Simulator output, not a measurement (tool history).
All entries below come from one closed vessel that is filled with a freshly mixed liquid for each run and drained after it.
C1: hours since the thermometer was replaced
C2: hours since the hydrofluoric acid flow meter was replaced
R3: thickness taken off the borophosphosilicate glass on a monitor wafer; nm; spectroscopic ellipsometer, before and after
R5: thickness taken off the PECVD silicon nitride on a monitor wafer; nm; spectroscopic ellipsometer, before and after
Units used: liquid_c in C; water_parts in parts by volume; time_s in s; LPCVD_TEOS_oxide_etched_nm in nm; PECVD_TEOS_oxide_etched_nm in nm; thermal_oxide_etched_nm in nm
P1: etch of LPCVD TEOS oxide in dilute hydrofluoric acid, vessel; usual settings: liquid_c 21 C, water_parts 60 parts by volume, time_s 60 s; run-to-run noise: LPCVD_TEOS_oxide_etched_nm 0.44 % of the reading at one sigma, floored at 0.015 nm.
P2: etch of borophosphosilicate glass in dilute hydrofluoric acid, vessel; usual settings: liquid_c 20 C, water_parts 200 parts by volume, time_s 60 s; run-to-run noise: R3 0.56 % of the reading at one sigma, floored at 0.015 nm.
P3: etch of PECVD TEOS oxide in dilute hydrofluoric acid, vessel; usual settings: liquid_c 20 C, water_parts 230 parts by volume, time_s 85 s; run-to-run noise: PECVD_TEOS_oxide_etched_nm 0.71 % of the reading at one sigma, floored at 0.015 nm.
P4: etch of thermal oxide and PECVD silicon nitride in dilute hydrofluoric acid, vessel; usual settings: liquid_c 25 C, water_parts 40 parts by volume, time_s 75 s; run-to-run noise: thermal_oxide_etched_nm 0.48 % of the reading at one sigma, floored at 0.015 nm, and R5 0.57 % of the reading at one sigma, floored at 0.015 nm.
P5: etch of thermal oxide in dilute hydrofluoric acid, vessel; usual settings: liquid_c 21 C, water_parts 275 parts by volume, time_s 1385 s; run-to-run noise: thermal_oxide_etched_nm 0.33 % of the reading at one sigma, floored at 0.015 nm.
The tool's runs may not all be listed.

run 1 hour=8.5 | process=P1 liquid_c=21 water_parts=60 time_s=60 | C1=259.2 C2=265.3 | LPCVD_TEOS_oxide_etched_nm=50.849
run 2 hour=18.4 | process=P3 liquid_c=20 water_parts=230 time_s=85 | C1=269.1 C2=275.2 | PECVD_TEOS_oxide_etched_nm=3.9524
run 3 hour=29.1 | process=P1 liquid_c=21 water_parts=95 time_s=60 | C1=279.8 C2=285.9 | LPCVD_TEOS_oxide_etched_nm=30.862
run 4 hour=40.6 | process=P2 liquid_c=20 water_parts=35 time_s=60 | C1=291.3 C2=297.4 | R3=93.462
run 5 hour=52.7 | process=P1 liquid_c=17 water_parts=60 time_s=60 | C1=303.4 C2=309.5 | LPCVD_TEOS_oxide_etched_nm=42.566
run 6 hour=62.7 | process=P5 liquid_c=21 water_parts=275 time_s=1385 | C1=313.4 C2=319.5 | thermal_oxide_etched_nm=17.685
run 7 hour=69.7 | process=P3 liquid_c=20 water_parts=230 time_s=30 | C1=320.4 C2=326.5 | PECVD_TEOS_oxide_etched_nm=1.3999
run 8 hour=80.3 | process=P2 liquid_c=28 water_parts=200 time_s=60 | C1=331 C2=337.1 | R3=18.507
run 9 hour=89 | process=P1 liquid_c=21 water_parts=60 time_s=60 | C1=339.7 C2=345.8 | LPCVD_TEOS_oxide_etched_nm=50.598
run 10 hour=98.4 | process=P4 liquid_c=25 water_parts=70 time_s=75 | C1=349.1 C2=355.2 | thermal_oxide_etched_nm=5.4282 R5=2.9254
run 11 hour=110.1 | process=P1 liquid_c=21 water_parts=60 time_s=60 | C1=360.8 C2=366.9 | LPCVD_TEOS_oxide_etched_nm=50.823
run 12 hour=120.6 | process=P5 liquid_c=21 water_parts=275 time_s=200 | C1=371.3 C2=377.4 | thermal_oxide_etched_nm=2.5775
run 13 hour=132.5 | process=P2 liquid_c=20 water_parts=200 time_s=60 | C1=383.2 C2=389.3 | R3=13.61
run 14 hour=140.8 | process=P3 liquid_c=17 water_parts=230 time_s=85 | C1=391.5 C2=397.6 | PECVD_TEOS_oxide_etched_nm=3.5553
run 15 hour=151 | process=P1 liquid_c=29.5 water_parts=60 time_s=60 | C1=401.7 C2=407.8 | LPCVD_TEOS_oxide_etched_nm=71.907
run 16 hour=162.4 | process=P5 liquid_c=25 water_parts=275 time_s=1385 | C1=413.1 C2=419.2 | thermal_oxide_etched_nm=20.319
run 17 hour=175.4 | process=P4 liquid_c=25 water_parts=40 time_s=75 | C1=426.1 C2=432.2 | thermal_oxide_etched_nm=9.8246 R5=5.0725
run 18 hour=184.6 | process=P1 liquid_c=21 water_parts=60 time_s=60 | C1=435.3 C2=441.4 | LPCVD_TEOS_oxide_etched_nm=50.62
run 19 hour=195.2 | process=P2 liquid_c=20 water_parts=200 time_s=105 | C1=445.9 C2=452 | R3=23.691
run 20 hour=207.3 | process=P5 liquid_c=21 water_parts=275 time_s=1385 | C1=458 C2=464.1 | thermal_oxide_etched_nm=17.756
run 21 hour=216.2 | process=P1 liquid_c=21 water_parts=60 time_s=30 | C1=466.9 C2=473 | LPCVD_TEOS_oxide_etched_nm=25.308
run 22 hour=226.7 | process=P1 liquid_c=21 water_parts=60 time_s=105 | C1=477.4 C2=483.5 | LPCVD_TEOS_oxide_etched_nm=88.796
run 23 hour=232.7 | process=P1 liquid_c=26.5 water_parts=60 time_s=105 | C1=483.4 C2=489.5 | LPCVD_TEOS_oxide_etched_nm=111.5
run 24 hour=245.1 | process=P4 liquid_c=25 water_parts=40 time_s=145 | C1=495.8 C2=501.9 | thermal_oxide_etched_nm=18.99 R5=9.8555
run 25 hour=254.6 | process=P5 liquid_c=21 water_parts=50 time_s=1385 | C1=505.3 C2=511.4 | thermal_oxide_etched_nm=124.01
run 26 hour=265.6 | process=P4 liquid_c=32 water_parts=40 time_s=75 | C1=516.3 C2=522.4 | thermal_oxide_etched_nm=12.995 R5=7.9863
run 27 hour=278.3 | process=P1 liquid_c=21 water_parts=100 time_s=95 | C1=529 C2=535.1 | LPCVD_TEOS_oxide_etched_nm=46.236
run 28 hour=284.2 | process=P1 liquid_c=21 water_parts=25 time_s=60 | C1=534.9 C2=541 | LPCVD_TEOS_oxide_etched_nm=127.35
run 29 hour=292.8 | process=P1 liquid_c=21 water_parts=60 time_s=60 | C1=543.5 C2=549.6 | LPCVD_TEOS_oxide_etched_nm=50.16
run 30 hour=303.4 | process=P3 liquid_c=20 water_parts=410 time_s=85 | C1=554.1 C2=560.2 | PECVD_TEOS_oxide_etched_nm=1.8765
run 31 hour=309.9 | process=P1 liquid_c=21 water_parts=60 time_s=60 | C1=560.6 C2=566.7 | LPCVD_TEOS_oxide_etched_nm=49.964
run 32 hour=321.7 | process=P1 liquid_c=21 water_parts=60 time_s=60 | C1=572.4 C2=578.5 | LPCVD_TEOS_oxide_etched_nm=48.706
run 33 hour=334.4 | process=P1 liquid_c=21 water_parts=60 time_s=60 | C1=585.1 C2=591.2 | LPCVD_TEOS_oxide_etched_nm=48.116
run 34 hour=347.2 | process=P1 liquid_c=21 water_parts=60 time_s=60 | C1=597.9 C2=604 | LPCVD_TEOS_oxide_etched_nm=47.613
run 35 hour=353.9 | process=P1 liquid_c=21 water_parts=60 time_s=60 | C1=604.6 C2=610.7 | LPCVD_TEOS_oxide_etched_nm=47.778
run 36 hour=361.1 | process=P1 liquid_c=21 water_parts=60 time_s=60 | C1=611.8 C2=617.9 | LPCVD_TEOS_oxide_etched_nm=47.661
run 37 hour=372.1 | process=P1 liquid_c=21 water_parts=60 time_s=60 | C1=622.8 C2=628.9 | LPCVD_TEOS_oxide_etched_nm=46.999
run 38 hour=379.6 | process=P1 liquid_c=21 water_parts=60 time_s=60 | C1=630.3 C2=636.4 | LPCVD_TEOS_oxide_etched_nm=47.223

P1 no longer gives what it gave before; its output has crept away from where it was. The following 2 causes, each at its listed size, fit the log equally well:
A: liquid colder than its thermometer reads (K) = 1.65
B: hydrofluoric acid flow below the setpoint (%) = 6.26
The drift started at roughly hour 309.9.

Each of the 4 check runs below uses one wafer; its results are left as question marks. Which run tells the causes apart?
run check 1 hour=387.1 | process=P3 liquid_c=17 water_parts=230 time_s=85 | PECVD_TEOS_oxide_etched_nm=?
run check 2 hour=387.1 | process=P2 liquid_c=20 water_parts=45 time_s=60 | R3=?
run check 3 hour=387.1 | process=P5 liquid_c=21 water_parts=100 time_s=865 | thermal_oxide_etched_nm=?
run check 4 hour=387.1 | process=P4 liquid_c=31 water_parts=40 time_s=75 | thermal_oxide_etched_nm=? R5=?

Expected result of each check under each candidate cause:
check=check_1 result=PECVD_TEOS_oxide_etched_nm if_A=3.3031 if_B=3.261
check=check_2 result=R3 if_A=66.661 if_B=66.822
check=check_3 result=thermal_oxide_etched_nm if_A=33.839 if_B=33.684
check=check_4 result=thermal_oxide_etched_nm if_A=11.773 if_B=11.73
check=check_4 result=R5 if_A=6.8054 if_B=7.106
Separation of the two closest causes in each check, using whichever result separates them best: check 1 1.28 %; check 2 0.24 %; check 3 0.46 %; check 4 4.32 %
Only check 4 tells the causes apart: in the others they would give nearly the same result.

Then check 4 was run and gave: thermal_oxide_etched_nm 11.669 nm; R5 6.7668 nm. Which cause is it?

It was cause A: liquid colder than its thermometer reads (K).
